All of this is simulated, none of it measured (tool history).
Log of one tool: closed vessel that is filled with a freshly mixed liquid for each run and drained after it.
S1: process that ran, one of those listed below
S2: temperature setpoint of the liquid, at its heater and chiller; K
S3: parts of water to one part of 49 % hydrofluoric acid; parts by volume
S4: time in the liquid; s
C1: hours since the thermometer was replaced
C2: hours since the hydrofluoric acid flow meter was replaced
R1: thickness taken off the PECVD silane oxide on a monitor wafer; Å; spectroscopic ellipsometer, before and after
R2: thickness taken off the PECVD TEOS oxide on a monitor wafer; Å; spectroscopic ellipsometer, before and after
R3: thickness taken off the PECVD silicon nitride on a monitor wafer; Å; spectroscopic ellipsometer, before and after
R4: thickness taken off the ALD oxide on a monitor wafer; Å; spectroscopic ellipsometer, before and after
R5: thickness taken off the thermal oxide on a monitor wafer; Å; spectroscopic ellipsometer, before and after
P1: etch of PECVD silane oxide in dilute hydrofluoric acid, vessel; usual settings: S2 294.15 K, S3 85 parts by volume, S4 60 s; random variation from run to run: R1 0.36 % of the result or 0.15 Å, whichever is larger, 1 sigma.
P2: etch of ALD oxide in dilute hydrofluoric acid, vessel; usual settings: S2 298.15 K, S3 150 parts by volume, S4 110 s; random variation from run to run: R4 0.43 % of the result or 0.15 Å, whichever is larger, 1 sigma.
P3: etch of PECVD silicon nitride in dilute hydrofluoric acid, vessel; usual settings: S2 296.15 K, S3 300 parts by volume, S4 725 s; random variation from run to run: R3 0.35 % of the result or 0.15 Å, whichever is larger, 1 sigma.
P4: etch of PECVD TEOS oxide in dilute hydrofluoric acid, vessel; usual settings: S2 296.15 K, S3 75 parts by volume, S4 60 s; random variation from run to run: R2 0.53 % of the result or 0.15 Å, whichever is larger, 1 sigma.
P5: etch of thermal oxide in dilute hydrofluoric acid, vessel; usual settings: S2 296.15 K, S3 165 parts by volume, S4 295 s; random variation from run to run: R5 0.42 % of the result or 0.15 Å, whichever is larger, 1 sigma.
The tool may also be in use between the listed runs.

| run | day | S1 | S2 | S3 | S4 | C1 | C2 | R1 | R2 | R3 | R4 | R5 |
|---|---|---|---|---|---|---|---|---|---|---|---|---|
| 1 | 0.125 | P1 | 294.15 | 85 | 60 | 2342.8 | 62.5 | 223.47 |  |  |  |  |
| 2 | 0.296 | P4 | 296.15 | 75 | 95 | 2346.9 | 66.6 |  | 253.18 |  |  |  |
| 3 | 0.479 | P4 | 296.15 | 75 | 60 | 2351.3 | 71 |  | 160.26 |  |  |  |
| 4 | 0.621 | P3 | 296.15 | 300 | 1290 | 2354.7 | 74.4 |  |  | 230.26 |  |  |
| 5 | 0.829 | P1 | 294.15 | 45 | 60 | 2359.7 | 79.4 | 440.33 |  |  |  |  |
| 6 | 1.025 | P2 | 298.15 | 150 | 110 | 2364.4 | 84.1 |  |  |  | 70.59 |  |
| 7 | 1.192 | P1 | 294.15 | 120 | 60 | 2368.4 | 88.1 | 152.27 |  |  |  |  |
|  | 1.346 | thermometer replaced |
| 8 | 1.375 | P4 | 290.15 | 75 | 60 | 0.7 | 92.5 |  | 123.45 |  |  |  |
| 9 | 1.542 | P5 | 296.15 | 165 | 295 | 4.7 | 96.5 |  |  |  |  | 75.365 |
| 10 | 1.671 | P3 | 296.15 | 300 | 725 | 7.8 | 99.6 |  |  | 129.44 |  |  |
| 11 | 1.858 | P1 | 294.15 | 85 | 115 | 12.3 | 104.1 | 427.42 |  |  |  |  |
| 12 | 2.021 | P3 | 296.15 | 125 | 725 | 16.2 | 108 |  |  | 305.59 |  |  |
| 13 | 2.212 | P3 | 290.15 | 300 | 725 | 20.8 | 112.6 |  |  | 88.327 |  |  |
| 14 | 2.304 | P1 | 294.15 | 45 | 30 | 23 | 114.8 | 220.84 |  |  |  |  |
| 15 | 2.45 | P1 | 290.15 | 85 | 60 | 26.5 | 118.3 | 187.91 |  |  |  |  |
| 16 | 2.575 | P2 | 298.15 | 150 | 40 | 29.5 | 121.3 |  |  |  | 25.163 |  |
| 17 | 2.729 | P5 | 296.15 | 165 | 295 | 33.2 | 125 |  |  |  |  | 75.428 |
| 18 | 2.917 | P2 | 298.15 | 235 | 110 | 37.7 | 129.5 |  |  |  | 41.003 |  |
| 19 | 3.1 | P1 | 294.15 | 85 | 60 | 42.1 | 133.9 | 223.12 |  |  |  |  |
| 20 | 3.217 | P5 | 290.15 | 165 | 295 | 44.9 | 136.7 |  |  |  |  | 59.535 |
| 21 | 3.408 | P1 | 298.15 | 45 | 60 | 49.5 | 141.3 | 520.95 |  |  |  |  |
| 22 | 3.504 | P5 | 296.15 | 40 | 295 | 51.8 | 143.6 |  |  |  |  | 358.94 |
| 23 | 3.6 | P1 | 294.15 | 85 | 60 | 54.1 | 145.9 | 222.25 |  |  |  |  |
| 24 | 3.712 | P2 | 290.15 | 150 | 110 | 56.8 | 148.6 |  |  |  | 51.239 |  |
| 25 | 3.879 | P1 | 294.15 | 85 | 30 | 60.8 | 152.6 | 112.3 |  |  |  |  |
| 26 | 4.075 | P5 | 296.15 | 165 | 30 | 65.5 | 157.3 |  |  |  |  | 7.6008 |
| 27 | 4.242 | P1 | 302.15 | 85 | 60 | 69.5 | 161.3 | 307.14 |  |  |  |  |
| 28 | 4.342 | P1 | 299.65 | 85 | 100 | 71.9 | 163.7 | 464.63 |  |  |  |  |
| 29 | 4.55 | P3 | 296.15 | 300 | 725 | 76.9 | 168.7 |  |  | 129.97 |  |  |
| 30 | 4.675 | P1 | 294.15 | 85 | 60 | 79.9 | 171.7 | 222.62 |  |  |  |  |
| 31 | 4.879 | P4 | 296.15 | 140 | 60 | 84.8 | 176.6 |  | 79.19 |  |  |  |
| 32 | 5.079 | P1 | 294.15 | 85 | 60 | 89.6 | 181.4 | 223.09 |  |  |  |  |
| 33 | 5.242 | P1 | 294.15 | 85 | 60 | 93.5 | 185.3 | 218.53 |  |  |  |  |
| 34 | 5.396 | P1 | 294.15 | 85 | 60 | 97.2 | 189 | 214.19 |  |  |  |  |
| 35 | 5.592 | P1 | 294.15 | 85 | 60 | 101.9 | 193.7 | 211.77 |  |  |  |  |
| 36 | 5.746 | P1 | 294.15 | 85 | 60 | 105.6 | 197.4 | 211.11 |  |  |  |  |
| 37 | 5.933 | P1 | 294.15 | 85 | 60 | 110.1 | 201.9 | 210 |  |  |  |  |
| 38 | 6.092 | P1 | 294.15 | 85 | 60 | 113.9 | 205.7 | 210.45 |  |  |  |  |
| 39 | 6.3 | P1 | 294.15 | 85 | 60 | 118.9 | 210.7 | 209.36 |  |  |  |  |
| 40 | 6.429 | P1 | 294.15 | 85 | 60 | 122 | 213.8 | 209.89 |  |  |  |  |
| 41 | 6.538 | P1 | 294.15 | 85 | 60 | 124.6 | 216.4 | 208.98 |  |  |  |  |
| 42 | 6.746 | P1 | 294.15 | 85 | 60 | 129.6 | 221.4 | 207.43 |  |  |  |  |

What P1 gives has crept away from where it was. These 2 causes fit the log equally well, each at the size given:
A: hydrofluoric acid flow below the setpoint (%) = 5.73
B: liquid colder than its thermometer reads (K) = 1.57
The creep began at about day 5.079.

4 check runs are offered, one wafer each, their results left as question marks. Which one tells the causes apart?
| check 1 | 6.954 | P5 | 296.15 | 45 | 45 |  |  |  |  |  |  | ? |
| check 2 | 6.954 | P2 | 295.15 | 150 | 50 |  |  |  |  |  | ? |  |
| check 3 | 6.954 | P4 | 292.15 | 135 | 60 |  |  |  | ? |  |  |  |
| check 4 | 6.954 | P3 | 290.15 | 300 | 1215 |  |  |  |  | ? |  |  |

What each check would give under each cause:
| check | result | if A | if B |
|---|---|---|---|
| check 1 | R5 | 45.574 | 45.433 |
| check 2 | R4 | 26.519 | 26.71 |
| check 3 | R2 | 65.987 | 66.208 |
| check 4 | R3 | 140.27 | 133.75 |
How far apart the two closest causes lie, in the result that separates them most: check 1 0.31 %; check 2 0.72 %; check 3 0.33 %; check 4 4.76 %
Only check 4 tells the causes apart: in the others they would give nearly the same result.

Check 4 was then run and gave: R3 133.21 Å. Which cause is it?

It is B: liquid colder than its thermometer reads (K).
